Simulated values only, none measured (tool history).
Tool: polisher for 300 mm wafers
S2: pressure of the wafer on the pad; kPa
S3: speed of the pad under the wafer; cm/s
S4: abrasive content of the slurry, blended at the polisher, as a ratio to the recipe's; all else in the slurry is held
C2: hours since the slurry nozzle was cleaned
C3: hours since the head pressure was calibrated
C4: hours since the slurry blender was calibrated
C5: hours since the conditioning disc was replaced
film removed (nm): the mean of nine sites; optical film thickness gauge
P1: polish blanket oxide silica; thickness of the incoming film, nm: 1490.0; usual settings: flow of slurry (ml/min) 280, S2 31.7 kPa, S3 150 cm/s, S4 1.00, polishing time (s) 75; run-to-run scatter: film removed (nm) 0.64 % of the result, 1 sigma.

Run 1, hour 4.0: flow of slurry (ml/min) 280, S2 31.7 kPa, S3 150 cm/s, S4 1.00, polishing time (s) 75; wafers polished on this pad 188; C2 155.3; C3 54.7; C4 348.7; C5 260.1. Result: film removed (nm) 342.01.
Run 2, hour 7.0: flow of slurry (ml/min) 170, S2 31.7 kPa, S3 150 cm/s, S4 1.00, polishing time (s) 75; wafers polished on this pad 222; C2 158.3; C3 57.7; C4 351.7; C5 263.1. Result: film removed (nm) 318.46.
Run 3, hour 10.5: flow of slurry (ml/min) 280, S2 31.7 kPa, S3 90 cm/s, S4 1.00, polishing time (s) 75; wafers polished on this pad 261; C2 161.8; C3 61.2; C4 355.2; C5 266.6. Result: film removed (nm) 225.59.
Run 4, hour 15.0: flow of slurry (ml/min) 280, S2 31.7 kPa, S3 150 cm/s, S4 1.00, polishing time (s) 34; wafers polished on this pad 313; C2 166.3; C3 65.7; C4 359.7; C5 271.1. Result: film removed (nm) 153.01.
Run 5, hour 18.2: flow of slurry (ml/min) 280, S2 31.7 kPa, S3 150 cm/s, S4 1.00, polishing time (s) 102; wafers polished on this pad 349; C2 169.5; C3 68.9; C4 362.9; C5 274.3. Result: film removed (nm) 461.11.
Run 6, hour 22.1: flow of slurry (ml/min) 280, S2 31.7 kPa, S3 150 cm/s, S4 1.25, polishing time (s) 75; wafers polished on this pad 393; C2 173.4; C3 72.8; C4 366.8; C5 278.2. Result: film removed (nm) 373.22.
Run 7, hour 24.6: flow of slurry (ml/min) 280, S2 31.7 kPa, S3 150 cm/s, S4 1.00, polishing time (s) 75; wafers polished on this pad 422; C2 175.9; C3 75.3; C4 369.3; C5 280.7. Result: film removed (nm) 339.51.
Run 8, hour 28.3: flow of slurry (ml/min) 280, S2 16.5 kPa, S3 150 cm/s, S4 1.00, polishing time (s) 75; wafers polished on this pad 464; C2 179.6; C3 79.0; C4 373.0; C5 284.4. Result: film removed (nm) 177.60.
Run 9, hour 32.8: flow of slurry (ml/min) 280, S2 31.7 kPa, S3 150 cm/s, S4 0.55, polishing time (s) 75; wafers polished on this pad 515; C2 184.1; C3 83.5; C4 377.5; C5 288.9. Result: film removed (nm) 249.28.
At hour 34.6: conditioning disc replaced and pad reconditioned.
Run 10, hour 35.4: flow of slurry (ml/min) 280, S2 31.7 kPa, S3 150 cm/s, S4 1.00, polishing time (s) 75; wafers polished on this pad 544; C2 186.7; C3 86.1; C4 380.1; C5 0.8. Result: film removed (nm) 339.94.
Run 11, hour 39.6: flow of slurry (ml/min) 415, S2 31.7 kPa, S3 150 cm/s, S4 1.00, polishing time (s) 75; wafers polished on this pad 592; C2 190.9; C3 90.3; C4 384.3; C5 5.0. Result: film removed (nm) 350.56.
Run 12, hour 43.3: flow of slurry (ml/min) 280, S2 31.7 kPa, S3 224 cm/s, S4 1.00, polishing time (s) 75; wafers polished on this pad 634; C2 194.6; C3 94.0; C4 388.0; C5 8.7. Result: film removed (nm) 468.71.
Run 13, hour 47.4: flow of slurry (ml/min) 280, S2 31.7 kPa, S3 150 cm/s, S4 1.00, polishing time (s) 75; wafers polished on this pad 681; C2 198.7; C3 98.1; C4 392.1; C5 12.8. Result: film removed (nm) 342.99.
Run 14, hour 50.1: flow of slurry (ml/min) 280, S2 50.3 kPa, S3 150 cm/s, S4 1.00, polishing time (s) 75; wafers polished on this pad 711; C2 201.4; C3 100.8; C4 394.8; C5 15.5. Result: film removed (nm) 543.91.
Run 15, hour 53.4: flow of slurry (ml/min) 280, S2 31.7 kPa, S3 98 cm/s, S4 1.35, polishing time (s) 75; wafers polished on this pad 749; C2 204.7; C3 104.1; C4 398.1; C5 18.8. Result: film removed (nm) 276.88.
Run 16, hour 57.5: flow of slurry (ml/min) 280, S2 31.7 kPa, S3 150 cm/s, S4 0.65, polishing time (s) 115; wafers polished on this pad 796; C2 208.8; C3 108.2; C4 402.2; C5 22.9. Result: film removed (nm) 414.62.
Run 17, hour 61.0: flow of slurry (ml/min) 280, S2 31.7 kPa, S3 150 cm/s, S4 1.00, polishing time (s) 75; wafers polished on this pad 835; C2 212.3; C3 111.7; C4 405.7; C5 26.4. Result: film removed (nm) 340.40.
Run 18, hour 63.9: flow of slurry (ml/min) 280, S2 31.7 kPa, S3 150 cm/s, S4 1.00, polishing time (s) 75; wafers polished on this pad 868; C2 215.2; C3 114.6; C4 408.6; C5 29.3. Result: film removed (nm) 339.32.
Run 19, hour 68.3: flow of slurry (ml/min) 280, S2 31.7 kPa, S3 150 cm/s, S4 1.00, polishing time (s) 75; wafers polished on this pad 918; C2 219.6; C3 119.0; C4 413.0; C5 33.7. Result: film removed (nm) 327.20.
Run 20, hour 72.0: flow of slurry (ml/min) 280, S2 31.7 kPa, S3 150 cm/s, S4 1.00, polishing time (s) 75; wafers polished on this pad 960; C2 223.3; C3 122.7; C4 416.7; C5 37.4. Result: film removed (nm) 318.50.
Run 21, hour 76.0: flow of slurry (ml/min) 280, S2 31.7 kPa, S3 150 cm/s, S4 1.00, polishing time (s) 75; wafers polished on this pad 1006; C2 227.3; C3 126.7; C4 420.7; C5 41.4. Result: film removed (nm) 313.48.
Run 22, hour 79.9: flow of slurry (ml/min) 280, S2 31.7 kPa, S3 150 cm/s, S4 1.00, polishing time (s) 75; wafers polished on this pad 1050; C2 231.2; C3 130.6; C4 424.6; C5 45.3. Result: film removed (nm) 308.57.
At hour 81.7: conditioning disc replaced and pad reconditioned.
At hour 83.8: head pressure recalibrated.
Run 23, hour 84.0: flow of slurry (ml/min) 280, S2 31.7 kPa, S3 150 cm/s, S4 1.00, polishing time (s) 75; wafers polished on this pad 1097; C2 235.3; C3 0.3; C4 428.7; C5 2.3. Result: film removed (nm) 309.56.
Run 24, hour 86.5: flow of slurry (ml/min) 280, S2 31.7 kPa, S3 150 cm/s, S4 1.00, polishing time (s) 75; wafers polished on this pad 1125; C2 237.8; C3 2.8; C4 431.2; C5 4.8. Result: film removed (nm) 307.01.
At hour 88.1: slurry nozzle cleaned.
Run 25, hour 90.4: flow of slurry (ml/min) 280, S2 31.7 kPa, S3 150 cm/s, S4 1.00, polishing time (s) 75; wafers polished on this pad 1169; C2 2.4; C3 6.7; C4 435.1; C5 8.7. Result: film removed (nm) 306.87.
Run 26, hour 92.7: flow of slurry (ml/min) 280, S2 31.7 kPa, S3 150 cm/s, S4 1.00, polishing time (s) 75; wafers polished on this pad 1196; C2 4.7; C3 9.0; C4 437.4; C5 11.0. Result: film removed (nm) 305.90.
Run 27, hour 96.1: flow of slurry (ml/min) 280, S2 31.7 kPa, S3 150 cm/s, S4 1.00, polishing time (s) 75; wafers polished on this pad 1234; C2 8.1; C3 12.4; C4 440.8; C5 14.4. Result: film removed (nm) 306.93.

What P1 gives has crept away from where it was. These 2 causes fit the log equally well, each at the size given:
A: removal rate lost through wear of the pad, % = 10.1
B: abrasive missing from the slurry, % = 19.9
The creep began at about hour 63.9.
Why every other cause is out:
slurry flow missing at the pad, %: serviced at hour 88.1, which brought nothing back
head's pressure below its setpoint, %: serviced at hour 83.8, which brought nothing back
time polished since the conditioner stopped cutting, s: serviced at hour 81.7, which brought nothing back

4 check runs are offered, each on 5 wafers whose results are averaged, their results left as question marks. Which one tells the causes apart?
Run check 1, hour 99.5: flow of slurry (ml/min) 280, S2 19.3 kPa, S3 150 cm/s, S4 1.00, polishing time (s) 75. Result: film removed (nm) ?.
Run check 2, hour 99.5: flow of slurry (ml/min) 280, S2 49.0 kPa, S3 150 cm/s, S4 1.00, polishing time (s) 75. Result: film removed (nm) ?.
Run check 3, hour 99.5: flow of slurry (ml/min) 200, S2 42.7 kPa, S3 150 cm/s, S4 1.00, polishing time (s) 75. Result: film removed (nm) ?.
Run check 4, hour 99.5: flow of slurry (ml/min) 280, S2 31.7 kPa, S3 150 cm/s, S4 0.70, polishing time (s) 54. Result: film removed (nm) ?.

What each check would give under each cause:
  check             result    if A    if B
check 1  film removed (nm)  186.04  185.94
check 2  film removed (nm)  471.74  471.50
check 3  film removed (nm)  396.57  396.36
check 4  film removed (nm)  184.18  180.50
How far apart the two closest causes lie, in the result that separates them most: check 1 0.05 %; check 2 0.05 %; check 3 0.05 %; check 4 2.02 %
Only check 4 tells the causes apart: in the others they would give nearly the same result.

Check 4 was then run and gave: film removed (nm) 184.08. Which cause is it?

It is A: removal rate lost through wear of the pad, %.

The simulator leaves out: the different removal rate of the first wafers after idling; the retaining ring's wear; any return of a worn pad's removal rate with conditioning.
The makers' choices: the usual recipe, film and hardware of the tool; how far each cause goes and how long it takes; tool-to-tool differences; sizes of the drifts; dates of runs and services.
